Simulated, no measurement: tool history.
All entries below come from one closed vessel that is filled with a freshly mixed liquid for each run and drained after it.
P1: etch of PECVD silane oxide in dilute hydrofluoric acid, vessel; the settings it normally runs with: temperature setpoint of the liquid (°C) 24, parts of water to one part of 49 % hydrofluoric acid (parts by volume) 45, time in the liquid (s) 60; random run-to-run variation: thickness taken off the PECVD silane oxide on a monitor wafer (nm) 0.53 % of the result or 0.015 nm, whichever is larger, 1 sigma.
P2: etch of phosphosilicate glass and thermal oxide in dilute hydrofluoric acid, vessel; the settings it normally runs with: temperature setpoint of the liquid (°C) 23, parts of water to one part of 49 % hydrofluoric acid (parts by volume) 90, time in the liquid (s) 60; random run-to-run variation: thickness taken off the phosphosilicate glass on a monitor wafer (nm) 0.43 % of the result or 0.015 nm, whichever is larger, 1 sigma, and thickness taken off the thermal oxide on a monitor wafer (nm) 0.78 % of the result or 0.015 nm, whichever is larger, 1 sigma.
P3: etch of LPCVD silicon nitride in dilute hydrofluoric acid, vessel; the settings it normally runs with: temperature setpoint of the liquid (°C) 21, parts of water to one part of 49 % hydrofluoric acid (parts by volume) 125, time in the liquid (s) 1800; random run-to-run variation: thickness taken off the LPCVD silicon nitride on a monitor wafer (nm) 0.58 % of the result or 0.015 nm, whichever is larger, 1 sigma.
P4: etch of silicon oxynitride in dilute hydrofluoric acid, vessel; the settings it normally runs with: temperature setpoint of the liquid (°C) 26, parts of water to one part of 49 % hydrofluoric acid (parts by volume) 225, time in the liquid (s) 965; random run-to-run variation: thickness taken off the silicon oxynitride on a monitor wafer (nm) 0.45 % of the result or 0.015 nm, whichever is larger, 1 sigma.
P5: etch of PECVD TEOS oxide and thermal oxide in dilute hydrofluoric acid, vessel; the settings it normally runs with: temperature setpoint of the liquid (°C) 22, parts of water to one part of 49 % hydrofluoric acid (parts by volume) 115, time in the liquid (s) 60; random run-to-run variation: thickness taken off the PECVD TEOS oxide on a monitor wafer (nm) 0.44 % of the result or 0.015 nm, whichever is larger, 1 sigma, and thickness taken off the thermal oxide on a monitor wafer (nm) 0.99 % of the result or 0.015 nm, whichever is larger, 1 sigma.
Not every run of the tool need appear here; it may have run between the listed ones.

| run | day | process that ran | temperature setpoint of the liquid (°C) | parts of water to one part of 49 % hydrofluoric acid (parts by volume) | time in the liquid (s) | thickness taken off the PECVD silane oxide on a monitor wafer (nm) | thickness taken off the phosphosilicate glass on a monitor wafer (nm) | thickness taken off the thermal oxide on a monitor wafer (nm) | thickness taken off the silicon oxynitride on a monitor wafer (nm) | thickness taken off the PECVD TEOS oxide on a monitor wafer (nm) | thickness taken off the LPCVD silicon nitride on a monitor wafer (nm) |
|---|---|---|---|---|---|---|---|---|---|---|---|
| 1 | 0.679 | P1 | 24 | 45 | 60 | 46.057 |  |  |  |  |  |
| 2 | 1.121 | P2 | 23 | 160 | 60 |  | 23.26 | 1.6588 |  |  |  |
| 3 | 1.771 | P4 | 21 | 225 | 965 |  |  |  | 6.7584 |  |  |
| 4 | 2.125 | P5 | 22 | 60 | 60 |  |  | 4.3858 |  | 27.178 |  |
| 5 | 2.729 | P1 | 24 | 45 | 30 | 22.935 |  |  |  |  |  |
| 6 | 3.296 | P1 | 24 | 20 | 60 | 107.47 |  |  |  |  |  |
| 7 | 3.862 | P3 | 21 | 125 | 1800 |  |  |  |  |  | 6.5822 |
| 8 | 4.575 | P1 | 24 | 70 | 90 | 42.852 |  |  |  |  |  |
| 9 | 5.288 | P4 | 26 | 330 | 965 |  |  |  | 5.3211 |  |  |
| 10 | 5.867 | P1 | 24 | 45 | 60 | 45.788 |  |  |  |  |  |
| 11 | 6.329 | P1 | 24 | 45 | 60 | 45.506 |  |  |  |  |  |
| 12 | 6.742 | P3 | 21 | 80 | 1800 |  |  |  |  |  | 10.009 |
| 13 | 7.146 | P5 | 18 | 115 | 60 |  |  | 1.8097 |  | 11.45 |  |
| 14 | 7.742 | P5 | 22 | 115 | 30 |  |  | 1.0413 |  | 6.6146 |  |
| 15 | 8.388 | P1 | 19.5 | 45 | 60 | 38.124 |  |  |  |  |  |
| 16 | 8.717 | P1 | 24 | 70 | 60 | 28.538 |  |  |  |  |  |
| 17 | 9.342 | P5 | 22 | 115 | 60 |  |  | 2.152 |  | 13.336 |  |
| 18 | 9.829 | P4 | 26 | 225 | 965 |  |  |  | 8.4407 |  |  |
| 19 | 10.475 | P1 | 24 | 45 | 120 | 91.299 |  |  |  |  |  |
| 20 | 11.15 | P3 | 21 | 125 | 1800 |  |  |  |  |  | 6.5804 |
| 21 | 11.55 | P1 | 24 | 30 | 35 | 41.282 |  |  |  |  |  |
| 22 | 12.262 | P1 | 24 | 45 | 60 | 46.444 |  |  |  |  |  |
| 23 | 12.654 | P1 | 29 | 45 | 60 | 56.367 |  |  |  |  |  |
| 24 | 13.004 | P4 | 26 | 225 | 375 |  |  |  | 3.2988 |  |  |
| 25 | 13.375 | P2 | 19 | 90 | 60 |  | 38.1 | 2.6988 |  |  |  |
|  | 13.65 | thermometer replaced |
| 26 | 14.029 | P1 | 24 | 45 | 60 | 46.221 |  |  |  |  |  |
| 27 | 14.546 | P1 | 24 | 45 | 60 | 46.7 |  |  |  |  |  |
| 28 | 15.096 | P2 | 23 | 90 | 100 |  | 75.283 | 5.2909 |  |  |  |
| 29 | 15.654 | P3 | 17 | 125 | 1800 |  |  |  |  |  | 5.0328 |
| 30 | 15.988 | P4 | 26 | 225 | 965 |  |  |  | 8.4838 |  |  |
| 31 | 16.583 | P2 | 23 | 90 | 60 |  | 44.734 | 3.2296 |  |  |  |
| 32 | 17.292 | P1 | 24 | 65 | 30 | 15.544 |  |  |  |  |  |
| 33 | 17.771 | P3 | 21 | 125 | 170 |  |  |  |  |  | 0.61596 |
| 34 | 18.483 | P1 | 24 | 45 | 60 | 46.094 |  |  |  |  |  |
| 35 | 18.996 | P1 | 24 | 45 | 60 | 47.785 |  |  |  |  |  |
| 36 | 19.433 | P1 | 24 | 45 | 60 | 49.9 |  |  |  |  |  |
| 37 | 20.1 | P1 | 24 | 45 | 60 | 50.297 |  |  |  |  |  |
| 38 | 20.429 | P1 | 24 | 45 | 60 | 50.06 |  |  |  |  |  |
| 39 | 21.088 | P1 | 24 | 45 | 60 | 50.443 |  |  |  |  |  |
| 40 | 21.433 | P1 | 24 | 45 | 60 | 50.786 |  |  |  |  |  |

The output of P1 has drifted from where it used to be. Each of the 2 causes below, taken at the size shown beside it, accounts for the log equally well:
A: hydrofluoric acid flow above the setpoint (%) = 9.5
B: liquid hotter than its thermometer reads (K) = 2.35
The process output started creeping at around day 18.483.

Which of the 4 check runs listed below separates the causes, so that each cause would produce a clearly different result? Each run uses one wafer, and its results are marked with question marks.
| check 1 | 21.779 | P5 | 22 | 115 | 60 |  |  | ? |  | ? |  |
| check 2 | 21.779 | P4 | 26 | 225 | 965 |  |  |  | ? |  |  |
| check 3 | 21.779 | P2 | 23 | 90 | 60 |  | ? | ? |  |  |  |
| check 4 | 21.779 | P3 | 21 | 125 | 1800 |  |  |  |  |  | ? |

Predicted outcomes, by check and by cause:
| check | result | if A | if B |
|---|---|---|---|
| check 1 | thickness taken off the thermal oxide on a monitor wafer (nm) | 2.3647 | 2.3423 |
| check 1 | thickness taken off the PECVD TEOS oxide on a monitor wafer (nm) | 14.819 | 14.679 |
| check 2 | thickness taken off the silicon oxynitride on a monitor wafer (nm) | 9.4099 | 9.3525 |
| check 3 | thickness taken off the phosphosilicate glass on a monitor wafer (nm) | 49.761 | 49.428 |
| check 3 | thickness taken off the thermal oxide on a monitor wafer (nm) | 3.5218 | 3.4983 |
| check 4 | thickness taken off the LPCVD silicon nitride on a monitor wafer (nm) | 7.1736 | 7.6693 |
Smallest distance between any two causes, each pair judged by its most separating result, in per cent: check 1 0.95 %; check 2 0.61 %; check 3 0.67 %; check 4 6.68 %
Of the check runs offered, only check 4 discriminates between the causes; the rest would read about the same regardless of which cause applies.

The results of check 4 are: thickness taken off the LPCVD silicon nitride on a monitor wafer (nm) 7.2261. Based on these, which of the listed causes is it?

It was cause A: hydrofluoric acid flow above the setpoint (%).

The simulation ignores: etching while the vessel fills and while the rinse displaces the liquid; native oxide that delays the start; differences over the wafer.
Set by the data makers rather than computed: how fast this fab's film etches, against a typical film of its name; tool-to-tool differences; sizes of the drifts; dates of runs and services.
